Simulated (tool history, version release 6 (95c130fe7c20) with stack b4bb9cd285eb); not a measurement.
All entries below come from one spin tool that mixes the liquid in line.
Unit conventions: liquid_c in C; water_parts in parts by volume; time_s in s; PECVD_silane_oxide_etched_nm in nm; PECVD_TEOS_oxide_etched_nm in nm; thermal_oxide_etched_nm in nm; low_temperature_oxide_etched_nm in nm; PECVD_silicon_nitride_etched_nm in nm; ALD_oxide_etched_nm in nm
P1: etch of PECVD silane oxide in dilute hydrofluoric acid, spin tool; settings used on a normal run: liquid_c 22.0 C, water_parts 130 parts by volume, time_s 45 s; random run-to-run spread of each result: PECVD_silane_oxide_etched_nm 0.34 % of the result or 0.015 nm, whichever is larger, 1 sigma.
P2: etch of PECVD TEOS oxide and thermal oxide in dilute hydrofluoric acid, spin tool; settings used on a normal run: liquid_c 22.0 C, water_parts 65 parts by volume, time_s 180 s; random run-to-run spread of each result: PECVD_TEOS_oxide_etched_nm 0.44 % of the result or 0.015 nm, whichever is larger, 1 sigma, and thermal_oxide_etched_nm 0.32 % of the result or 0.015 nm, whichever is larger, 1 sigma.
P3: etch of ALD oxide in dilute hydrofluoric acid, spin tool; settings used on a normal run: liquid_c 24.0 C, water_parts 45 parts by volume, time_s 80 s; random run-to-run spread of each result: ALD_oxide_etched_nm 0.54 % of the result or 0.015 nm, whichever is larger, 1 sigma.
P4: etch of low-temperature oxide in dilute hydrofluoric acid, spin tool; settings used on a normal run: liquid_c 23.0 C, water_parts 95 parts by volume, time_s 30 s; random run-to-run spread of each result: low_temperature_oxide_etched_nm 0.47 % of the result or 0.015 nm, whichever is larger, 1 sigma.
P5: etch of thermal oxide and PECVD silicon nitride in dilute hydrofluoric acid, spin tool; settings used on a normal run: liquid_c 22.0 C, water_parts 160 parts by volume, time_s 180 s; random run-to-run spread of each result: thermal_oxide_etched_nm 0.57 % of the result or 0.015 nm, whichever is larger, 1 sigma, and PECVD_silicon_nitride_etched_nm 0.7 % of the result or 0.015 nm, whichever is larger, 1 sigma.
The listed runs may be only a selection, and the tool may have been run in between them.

| run | hour | process | liquid_c | water_parts | time_s | hours since the thermometer was replaced | hours since the hydrofluoric acid flow meter was replaced | PECVD_silane_oxide_etched_nm | PECVD_TEOS_oxide_etched_nm | thermal_oxide_etched_nm | low_temperature_oxide_etched_nm | PECVD_silicon_nitride_etched_nm | ALD_oxide_etched_nm |
|---|---|---|---|---|---|---|---|---|---|---|---|---|---|
| 1 | 9.4 | P1 | 22.0 | 130 | 45 | 298.5 | 187.0 | 8.3804 |  |  |  |  |  |
| 2 | 19.1 | P1 | 22.0 | 230 | 20 | 308.2 | 196.7 | 1.8992 |  |  |  |  |  |
| 3 | 28.7 | P2 | 30.0 | 65 | 180 | 317.8 | 206.3 |  | 52.729 | 17.0860 |  |  |  |
| 4 | 39.0 | P4 | 23.0 | 95 | 30 | 328.1 | 216.6 |  |  |  | 9.2044 |  |  |
| 5 | 48.3 | P1 | 28.0 | 130 | 45 | 337.4 | 225.9 | 10.6110 |  |  |  |  |  |
| 6 | 57.5 | P1 | 22.0 | 130 | 45 | 346.6 | 235.1 | 8.4214 |  |  |  |  |  |
| 7 | 66.0 | P1 | 22.0 | 180 | 45 | 355.1 | 243.6 | 5.7451 |  |  |  |  |  |
| 8 | 75.6 | P5 | 17.0 | 160 | 180 | 364.7 | 253.2 |  |  | 3.7998 |  | 2.6846 |  |
| 9 | 81.4 | P1 | 22.0 | 130 | 45 | 370.5 | 259.0 | 8.4331 |  |  |  |  |  |
| 10 | 91.0 | P3 | 24.0 | 20 | 80 | 380.1 | 268.6 |  |  |  |  |  | 47.302 |
| 11 | 97.5 | P1 | 22.0 | 75 | 45 | 386.6 | 275.1 | 15.5640 |  |  |  |  |  |
| 12 | 105.7 | P1 | 22.0 | 130 | 45 | 394.8 | 283.3 | 8.4452 |  |  |  |  |  |
| 13 | 113.4 | P5 | 22.0 | 160 | 360 | 402.5 | 291.0 |  |  | 9.1933 |  | 7.6016 |  |
| 14 | 122.4 | P2 | 22.0 | 40 | 180 | 411.5 | 300.0 |  | 63.835 | 20.8980 |  |  |  |
| 15 | 132.1 | P1 | 17.0 | 130 | 45 | 421.2 | 309.7 | 6.8853 |  |  |  |  |  |
| 16 | 137.6 | P4 | 18.5 | 95 | 30 | 426.7 | 315.2 |  |  |  | 7.6813 |  |  |
| 17 | 142.7 | P1 | 22.0 | 130 | 45 | 431.8 | 320.3 | 8.4006 |  |  |  |  |  |
| 18 | 152.9 | P4 | 23.0 | 95 | 30 | 442.0 | 330.5 |  |  |  | 9.1813 |  |  |
| 19 | 159.4 | P5 | 22.0 | 160 | 180 | 448.5 | 337.0 |  |  | 4.5842 |  | 3.8204 |  |
| 20 | 169.5 | P1 | 22.0 | 130 | 15 | 458.6 | 347.1 | 2.8019 |  |  |  |  |  |
| 21 | 179.4 | P5 | 22.0 | 35 | 180 | 468.5 | 357.0 |  |  | 24.1910 |  | 16.7390 |  |
| 22 | 189.3 | P3 | 24.0 | 45 | 45 | 478.4 | 366.9 |  |  |  |  |  | 11.338 |
| 23 | 194.0 | P1 | 22.0 | 130 | 45 | 483.1 | 371.6 | 8.4649 |  |  |  |  |  |
| 24 | 204.6 | P4 | 23.0 | 35 | 30 | 493.7 | 382.2 |  |  |  | 26.9940 |  |  |
| 25 | 212.8 | P2 | 22.0 | 65 | 180 | 501.9 | 390.4 |  | 38.243 | 12.4010 |  |  |  |
| 26 | 223.0 | P4 | 23.0 | 95 | 65 | 512.1 | 400.6 |  |  |  | 19.9740 |  |  |
| 27 | 231.0 | P1 | 22.0 | 130 | 65 | 520.1 | 408.6 | 12.1750 |  |  |  |  |  |
| 28 | 240.4 | P2 | 22.0 | 65 | 290 | 529.5 | 418.0 |  | 61.522 | 19.9790 |  |  |  |
| 29 | 247.0 | P3 | 24.0 | 45 | 80 | 536.1 | 424.6 |  |  |  |  |  | 20.370 |
| 30 | 252.6 | P2 | 22.0 | 65 | 180 | 541.7 | 430.2 |  | 38.149 | 12.3470 |  |  |  |
| 31 | 258.5 | P3 | 32.0 | 45 | 80 | 547.6 | 436.1 |  |  |  |  |  | 27.897 |
| 32 | 269.2 | P1 | 22.0 | 130 | 45 | 558.3 | 446.8 | 8.4096 |  |  |  |  |  |
| 33 | 278.8 | P1 | 22.0 | 130 | 45 | 567.9 | 456.4 | 8.8578 |  |  |  |  |  |
| 34 | 287.5 | P1 | 22.0 | 130 | 45 | 576.6 | 465.1 | 8.9698 |  |  |  |  |  |
| 35 | 294.6 | P1 | 22.0 | 130 | 45 | 583.7 | 472.2 | 9.1046 |  |  |  |  |  |
| 36 | 302.5 | P1 | 22.0 | 130 | 45 | 591.6 | 480.1 | 9.2269 |  |  |  |  |  |
| 37 | 312.2 | P1 | 22.0 | 130 | 45 | 601.3 | 489.8 | 9.2147 |  |  |  |  |  |
| 38 | 322.3 | P1 | 22.0 | 130 | 45 | 611.4 | 499.9 | 9.2090 |  |  |  |  |  |

The next listed run, before its measurement:
| 39 | 328.8 | P1 | 22.0 | 130 | 45 | 617.9 | 506.4 | ? |  |  |  |  |  |

PECVD_silane_oxide_etched_nm: 9.2432 nm
